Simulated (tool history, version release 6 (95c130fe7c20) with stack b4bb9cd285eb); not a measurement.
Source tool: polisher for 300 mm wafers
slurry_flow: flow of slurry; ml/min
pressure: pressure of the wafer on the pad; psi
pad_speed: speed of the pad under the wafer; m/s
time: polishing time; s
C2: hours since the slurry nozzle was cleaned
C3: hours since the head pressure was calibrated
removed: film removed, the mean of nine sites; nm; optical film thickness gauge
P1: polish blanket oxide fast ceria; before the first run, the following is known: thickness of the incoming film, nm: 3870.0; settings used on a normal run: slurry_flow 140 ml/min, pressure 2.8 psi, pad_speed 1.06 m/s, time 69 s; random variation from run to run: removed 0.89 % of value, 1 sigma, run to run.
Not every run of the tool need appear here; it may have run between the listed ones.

{"run": 1, "hour": 11.7, "slurry_flow": 140, "pressure": 2.8, "pad_speed": 1.06, "time": 69, "wafers polished on this pad": 1092, "C2": 112.3, "C3": 236.6, "removed": 983.93}
{"run": 2, "hour": 19.1, "slurry_flow": 140, "pressure": 2.8, "pad_speed": 1.06, "time": 69, "wafers polished on this pad": 1188, "C2": 119.7, "C3": 244, "removed": 974.41}
{"run": 3, "hour": 35.8, "slurry_flow": 140, "pressure": 3.7, "pad_speed": 1.06, "time": 102, "wafers polished on this pad": 1406, "C2": 136.4, "C3": 260.7, "removed": 1916.9}
{"run": 4, "hour": 52.2, "slurry_flow": 140, "pressure": 2.8, "pad_speed": 1.54, "time": 69, "wafers polished on this pad": 1620, "C2": 152.8, "C3": 277.1, "removed": 1443.3}
{"run": 5, "hour": 63.0, "slurry_flow": 190, "pressure": 2.8, "pad_speed": 1.06, "time": 69, "wafers polished on this pad": 1761, "C2": 163.6, "C3": 287.9, "removed": 1033.4}
{"run": 6, "hour": 76.9, "slurry_flow": 140, "pressure": 2.8, "pad_speed": 1.06, "time": 69, "wafers polished on this pad": 1942, "C2": 177.5, "C3": 301.8, "removed": 974.23}
{"run": 7, "hour": 87.7, "slurry_flow": 140, "pressure": 2.8, "pad_speed": 1.06, "time": 69, "wafers polished on this pad": 2082, "C2": 188.3, "C3": 312.6, "removed": 975.85}
{"run": 8, "hour": 102.5, "slurry_flow": 140, "pressure": 2.8, "pad_speed": 1.06, "time": 107, "wafers polished on this pad": 2275, "C2": 203.1, "C3": 327.4, "removed": 1531.5}
{"run": 9, "hour": 115.2, "slurry_flow": 110, "pressure": 3.6, "pad_speed": 1.06, "time": 69, "wafers polished on this pad": 2441, "C2": 215.8, "C3": 340.1, "removed": 1201.9}
{"run": 10, "hour": 123.4, "slurry_flow": 140, "pressure": 2.8, "pad_speed": 0.7, "time": 69, "wafers polished on this pad": 2548, "C2": 224, "C3": 348.3, "removed": 643.52}
{"run": 11, "hour": 130.9, "slurry_flow": 140, "pressure": 2.8, "pad_speed": 1.06, "time": 69, "wafers polished on this pad": 2646, "C2": 231.5, "C3": 355.8, "removed": 976.41}
{"run": 12, "hour": 146.9, "slurry_flow": 140, "pressure": 2.8, "pad_speed": 1.06, "time": 69, "wafers polished on this pad": 2854, "C2": 247.5, "C3": 371.8, "removed": 989.8}
{"run": 13, "hour": 162.7, "slurry_flow": 95, "pressure": 2.8, "pad_speed": 1.06, "time": 69, "wafers polished on this pad": 3060, "C2": 263.3, "C3": 387.6, "removed": 879.17}
{"run": 14, "hour": 179.2, "slurry_flow": 140, "pressure": 2.8, "pad_speed": 1.06, "time": 31, "wafers polished on this pad": 3275, "C2": 279.8, "C3": 404.1, "removed": 440.21}
{"run": 15, "hour": 187.2, "slurry_flow": 140, "pressure": 1.4, "pad_speed": 1.06, "time": 69, "wafers polished on this pad": 3380, "C2": 287.8, "C3": 412.1, "removed": 491.16}
{"run": 16, "hour": 203.8, "slurry_flow": 140, "pressure": 4.2, "pad_speed": 1.06, "time": 69, "wafers polished on this pad": 3596, "C2": 304.4, "C3": 428.7, "removed": 1472.7}
{"run": 17, "hour": 218.6, "slurry_flow": 140, "pressure": 2.8, "pad_speed": 1.06, "time": 69, "wafers polished on this pad": 3789, "C2": 319.2, "C3": 443.5, "removed": 977.45}
{"run": 18, "hour": 226.7, "slurry_flow": 140, "pressure": 2.8, "pad_speed": 1.06, "time": 69, "wafers polished on this pad": 3894, "C2": 327.3, "C3": 451.6, "removed": 950.71}
{"run": 19, "hour": 241.7, "slurry_flow": 140, "pressure": 2.8, "pad_speed": 1.06, "time": 69, "wafers polished on this pad": 4090, "C2": 342.3, "C3": 466.6, "removed": 936.28}
{"run": 20, "hour": 252.9, "slurry_flow": 140, "pressure": 2.8, "pad_speed": 1.06, "time": 69, "wafers polished on this pad": 4236, "C2": 353.5, "C3": 477.8, "removed": 904.56}
{"run": 21, "hour": 265.5, "slurry_flow": 140, "pressure": 2.8, "pad_speed": 1.06, "time": 69, "wafers polished on this pad": 4400, "C2": 366.1, "C3": 490.4, "removed": 914.38}
{"hour": 278.2, "done": "worn pad replaced by a new one"}
{"run": 22, "hour": 279.7, "slurry_flow": 140, "pressure": 2.8, "pad_speed": 1.06, "time": 69, "wafers polished on this pad": 20, "C2": 380.3, "C3": 504.6, "removed": 892.01}
{"run": 23, "hour": 293.9, "slurry_flow": 140, "pressure": 2.8, "pad_speed": 1.06, "time": 69, "wafers polished on this pad": 205, "C2": 394.5, "C3": 518.8, "removed": 895.83}
{"run": 24, "hour": 304.9, "slurry_flow": 140, "pressure": 2.8, "pad_speed": 1.06, "time": 69, "wafers polished on this pad": 348, "C2": 405.5, "C3": 529.8, "removed": 899.01}
{"run": 25, "hour": 312.7, "slurry_flow": 140, "pressure": 2.8, "pad_speed": 1.06, "time": 69, "wafers polished on this pad": 450, "C2": 413.3, "C3": 537.6, "removed": 900.66}
{"run": 26, "hour": 320.3, "slurry_flow": 140, "pressure": 2.8, "pad_speed": 1.06, "time": 69, "wafers polished on this pad": 549, "C2": 420.9, "C3": 545.2, "removed": 906.26}

P1 has crept away from where it was. The log is fitted equally well by each of these 2 causes, at the sizes shown:
A: head's pressure below its setpoint, % = 9.02
B: slurry flow missing at the pad, % = 34.5
The creep began at about hour 218.6.
The rest of the possible causes, and what rules out each one:
removal rate lost through wear of the pad, %: serviced at hour 278.2, after the drift had started, without restoring the earlier output

Consider the 4 check runs below, whose results appear as question marks and each of which averages 3 wafers. Which one distinguishes the causes, in that each cause would give it a clearly different result?
{"run": "check 1", "hour": 327.9, "slurry_flow": 140, "pressure": 3.8, "pad_speed": 1.06, "time": 85, "removed": "?"}
{"run": "check 2", "hour": 327.9, "slurry_flow": 95, "pressure": 2.8, "pad_speed": 1.46, "time": 69, "removed": "?"}
{"run": "check 3", "hour": 327.9, "slurry_flow": 140, "pressure": 1.7, "pad_speed": 1.06, "time": 98, "removed": "?"}
{"run": "check 4", "hour": 327.9, "slurry_flow": 140, "pressure": 2.8, "pad_speed": 1.4, "time": 39, "removed": "?"}

Check results expected under each cause:
check=check_1 result=removed if_A=1491.8 if_B=1491.7
check=check_2 result=removed if_A=1128.6 if_B=1086.3
check=check_3 result=removed if_A=769.45 if_B=769.38
check=check_4 result=removed if_A=666.11 if_B=666.05
Per check, the gap between the least separated pair of causes, taken in the result that splits them most: check 1 0.01 %; check 2 3.82 %; check 3 0.01 %; check 4 0.01 %
Only check 2 tells the causes apart: in the others they would give nearly the same result.

Here is what check 2 returned: removed 1083.4 nm. Which cause is it?

Of the candidate causes, it is B: slurry flow missing at the pad, %.

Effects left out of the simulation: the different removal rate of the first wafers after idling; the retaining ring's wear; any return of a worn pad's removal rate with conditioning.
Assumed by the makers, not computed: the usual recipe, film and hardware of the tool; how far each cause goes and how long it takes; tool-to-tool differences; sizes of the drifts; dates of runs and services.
